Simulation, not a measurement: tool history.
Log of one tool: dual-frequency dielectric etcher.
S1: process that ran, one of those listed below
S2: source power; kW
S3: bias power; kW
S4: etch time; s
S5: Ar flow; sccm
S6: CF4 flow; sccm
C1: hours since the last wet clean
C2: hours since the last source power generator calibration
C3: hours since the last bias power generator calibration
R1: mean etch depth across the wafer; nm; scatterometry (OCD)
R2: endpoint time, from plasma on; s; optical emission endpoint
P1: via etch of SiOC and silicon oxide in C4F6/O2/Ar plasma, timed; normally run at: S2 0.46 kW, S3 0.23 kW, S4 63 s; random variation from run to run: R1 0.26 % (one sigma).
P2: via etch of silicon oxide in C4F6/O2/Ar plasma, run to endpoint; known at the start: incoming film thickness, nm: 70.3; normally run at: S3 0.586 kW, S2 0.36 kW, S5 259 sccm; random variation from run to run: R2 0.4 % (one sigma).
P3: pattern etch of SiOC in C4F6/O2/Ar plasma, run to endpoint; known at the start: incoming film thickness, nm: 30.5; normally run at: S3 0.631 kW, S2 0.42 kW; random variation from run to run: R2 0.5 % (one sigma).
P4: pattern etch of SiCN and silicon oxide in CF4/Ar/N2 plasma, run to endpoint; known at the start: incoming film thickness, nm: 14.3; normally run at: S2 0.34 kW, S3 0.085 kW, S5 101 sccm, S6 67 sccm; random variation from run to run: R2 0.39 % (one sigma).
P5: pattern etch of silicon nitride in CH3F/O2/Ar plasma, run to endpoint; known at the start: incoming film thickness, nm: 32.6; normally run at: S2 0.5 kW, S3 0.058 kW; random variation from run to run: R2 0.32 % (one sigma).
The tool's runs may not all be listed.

{"run": 1, "hour": 4.0, "S1": "P1", "S2": 0.46, "S3": 0.23, "S4": 63, "C1": 173.1, "C2": 1752, "C3": 649.9, "R1": 83.317}
{"run": 2, "hour": 8.3, "S1": "P1", "S2": 0.38, "S3": 0.23, "S4": 86.5, "C1": 177.4, "C2": 1756.3, "C3": 654.2, "R1": 105.72}
{"run": 3, "hour": 12.9, "S1": "P5", "S2": 0.5, "S3": 0.081, "C1": 182, "C2": 1760.9, "C3": 658.8, "R2": 43.104}
{"run": 4, "hour": 21.3, "S1": "P4", "S2": 0.34, "S3": 0.085, "S5": 101, "S6": 67, "C1": 190.4, "C2": 1769.3, "C3": 667.2, "R2": 19.853}
{"run": 5, "hour": 26.5, "S1": "P4", "S2": 0.34, "S3": 0.085, "S5": 60, "S6": 67, "C1": 195.6, "C2": 1774.5, "C3": 672.4, "R2": 18.551}
{"run": 6, "hour": 30.4, "S1": "P2", "S2": 0.36, "S3": 0.586, "S5": 259, "C1": 199.5, "C2": 1778.4, "C3": 676.3, "R2": 14.595}
{"run": 7, "hour": 38.8, "S1": "P1", "S2": 0.33, "S3": 0.23, "S4": 80.5, "C1": 207.9, "C2": 1786.8, "C3": 684.7, "R1": 93.526}
{"run": 8, "hour": 46.8, "S1": "P4", "S2": 0.34, "S3": 0.109, "S5": 101, "S6": 67, "C1": 215.9, "C2": 1794.8, "C3": 692.7, "R2": 18.058}
{"run": 9, "hour": 51.4, "S1": "P2", "S2": 0.36, "S3": 0.779, "S5": 259, "C1": 220.5, "C2": 1799.4, "C3": 697.3, "R2": 13.039}
{"run": 10, "hour": 58.0, "S1": "P1", "S2": 0.46, "S3": 0.23, "S4": 35.5, "C1": 227.1, "C2": 1806, "C3": 703.9, "R1": 46.742}
{"run": 11, "hour": 63.2, "S1": "P4", "S2": 0.34, "S3": 0.085, "S5": 101, "S6": 52, "C1": 232.3, "C2": 1811.2, "C3": 709.1, "R2": 20.367}
{"run": 12, "hour": 70.9, "S1": "P5", "S2": 0.5, "S3": 0.058, "C1": 240, "C2": 1818.9, "C3": 716.8, "R2": 48.492}
{"run": 13, "hour": 75.2, "S1": "P3", "S2": 0.42, "S3": 0.811, "C1": 244.3, "C2": 1823.2, "C3": 721.1, "R2": 8.2447}
{"run": 14, "hour": 81.7, "S1": "P4", "S2": 0.44, "S3": 0.085, "S5": 101, "S6": 67, "C1": 250.8, "C2": 1829.7, "C3": 727.6, "R2": 15.854}
{"run": 15, "hour": 88.0, "S1": "P3", "S2": 0.3, "S3": 0.631, "C1": 257.1, "C2": 1836, "C3": 733.9, "R2": 10.247}
{"run": 16, "hour": 94.7, "S1": "P1", "S2": 0.46, "S3": 0.23, "S4": 80.5, "C1": 263.8, "C2": 1842.7, "C3": 740.6, "R1": 106.37}
{"run": 17, "hour": 100.1, "S1": "P1", "S2": 0.28, "S3": 0.23, "S4": 63, "C1": 269.2, "C2": 1848.1, "C3": 746, "R1": 68.843}
{"run": 18, "hour": 106.7, "S1": "P2", "S2": 0.51, "S3": 0.586, "S5": 259, "C1": 275.8, "C2": 1854.7, "C3": 752.6, "R2": 12.964}
{"run": 19, "hour": 115.3, "S1": "P5", "S2": 0.32, "S3": 0.058, "C1": 284.4, "C2": 1863.3, "C3": 761.2, "R2": 57.353}
{"run": 20, "hour": 120.8, "S1": "P1", "S2": 0.46, "S3": 0.23, "S4": 63, "C1": 289.9, "C2": 1868.8, "C3": 766.7, "R1": 82.986}
{"run": 21, "hour": 128.8, "S1": "P4", "S2": 0.34, "S3": 0.085, "S5": 101, "S6": 67, "C1": 297.9, "C2": 1876.8, "C3": 774.7, "R2": 19.931}
{"run": 22, "hour": 136.7, "S1": "P3", "S2": 0.42, "S3": 0.631, "C1": 305.8, "C2": 1884.7, "C3": 782.6, "R2": 9.0735}
{"run": 23, "hour": 145.4, "S1": "P1", "S2": 0.46, "S3": 0.23, "S4": 63, "C1": 314.5, "C2": 1893.4, "C3": 791.3, "R1": 82.825}
{"run": 24, "hour": 153.5, "S1": "P2", "S2": 0.36, "S3": 0.586, "S5": 259, "C1": 322.6, "C2": 1901.5, "C3": 799.4, "R2": 14.601}
{"run": 25, "hour": 159.4, "S1": "P1", "S2": 0.46, "S3": 0.23, "S4": 63, "C1": 328.5, "C2": 1907.4, "C3": 805.3, "R1": 82.663}
{"run": 26, "hour": 165.3, "S1": "P1", "S2": 0.46, "S3": 0.169, "S4": 63, "C1": 334.4, "C2": 1913.3, "C3": 811.2, "R1": 74.972}
{"run": 27, "hour": 172.3, "S1": "P1", "S2": 0.46, "S3": 0.295, "S4": 63, "C1": 341.4, "C2": 1920.3, "C3": 818.2, "R1": 89.672}
{"run": 28, "hour": 180.9, "S1": "P2", "S2": 0.36, "S3": 0.586, "S5": 171, "C1": 350, "C2": 1928.9, "C3": 826.8, "R2": 13.933}
{"run": 29, "hour": 188.3, "S1": "P1", "S2": 0.59, "S3": 0.23, "S4": 63, "C1": 357.4, "C2": 1936.3, "C3": 834.2, "R1": 91.214}
{"run": 30, "hour": 196.0, "S1": "P1", "S2": 0.46, "S3": 0.23, "S4": 63, "C1": 365.1, "C2": 1944, "C3": 841.9, "R1": 82.919}
{"run": 31, "hour": 202.7, "S1": "P1", "S2": 0.46, "S3": 0.23, "S4": 63, "C1": 371.8, "C2": 1950.7, "C3": 848.6, "R1": 82.226}
{"run": 32, "hour": 207.3, "S1": "P1", "S2": 0.46, "S3": 0.23, "S4": 63, "C1": 376.4, "C2": 1955.3, "C3": 853.2, "R1": 81.967}
{"run": 33, "hour": 214.6, "S1": "P1", "S2": 0.46, "S3": 0.23, "S4": 63, "C1": 383.7, "C2": 1962.6, "C3": 860.5, "R1": 81.7}
{"run": 34, "hour": 219.1, "S1": "P1", "S2": 0.46, "S3": 0.23, "S4": 63, "C1": 388.2, "C2": 1967.1, "C3": 865, "R1": 81.511}
{"hour": 223.6, "done": "wet clean of the chamber"}
{"run": 35, "hour": 223.8, "S1": "P1", "S2": 0.46, "S3": 0.23, "S4": 63, "C1": 0.2, "C2": 1971.8, "C3": 869.7, "R1": 81.811}
{"run": 36, "hour": 228.8, "S1": "P1", "S2": 0.46, "S3": 0.23, "S4": 63, "C1": 5.2, "C2": 1976.8, "C3": 874.7, "R1": 81.935}
{"run": 37, "hour": 233.1, "S1": "P1", "S2": 0.46, "S3": 0.23, "S4": 63, "C1": 9.5, "C2": 1981.1, "C3": 879, "R1": 81.817}
{"run": 38, "hour": 237.6, "S1": "P1", "S2": 0.46, "S3": 0.23, "S4": 63, "C1": 14, "C2": 1985.6, "C3": 883.5, "R1": 82.052}

What P1 gives has crept away from where it was. These 2 causes fit the log equally well, each at the size given:
A: source power that arrives under what is set, % = 4.19
B: bias power that arrives under what is set, % = 4.8
The creep began at about hour 196.
Why every other cause is out:
chamber walls in a state that lowers the etch rate, %: serviced at hour 223.6, which brought nothing back

4 check runs are offered, each on 2 wafers whose results are averaged, their results left as question marks. Which one tells the causes apart?
{"run": "check 1", "hour": 242.1, "S1": "P3", "S2": 0.36, "S3": 0.631, "R2": "?"}
{"run": "check 2", "hour": 242.1, "S1": "P5", "S2": 0.5, "S3": 0.067, "R2": "?"}
{"run": "check 3", "hour": 242.1, "S1": "P4", "S2": 0.34, "S3": 0.085, "S5": 71, "S6": 67, "R2": "?"}
{"run": "check 4", "hour": 242.1, "S1": "P2", "S2": 0.5, "S3": 0.716, "S5": 259, "R2": "?"}

What each check would give under each cause:
check=check_1 result=R2 if_A=9.75 if_B=9.783
check=check_2 result=R2 if_A=46.85 if_B=46.84
check=check_3 result=R2 if_A=19.659 if_B=19.251
check=check_4 result=R2 if_A=12.18 if_B=12.222
How far apart the two closest causes lie, in the result that separates them most: check 1 0.34 %; check 2 0.02 %; check 3 2.1 %; check 4 0.34 %
Only check 3 tells the causes apart: in the others they would give nearly the same result.

Then check 3 was run and gave: R2 19.652 s. Which cause is it?

It is A: source power that arrives under what is set, %.
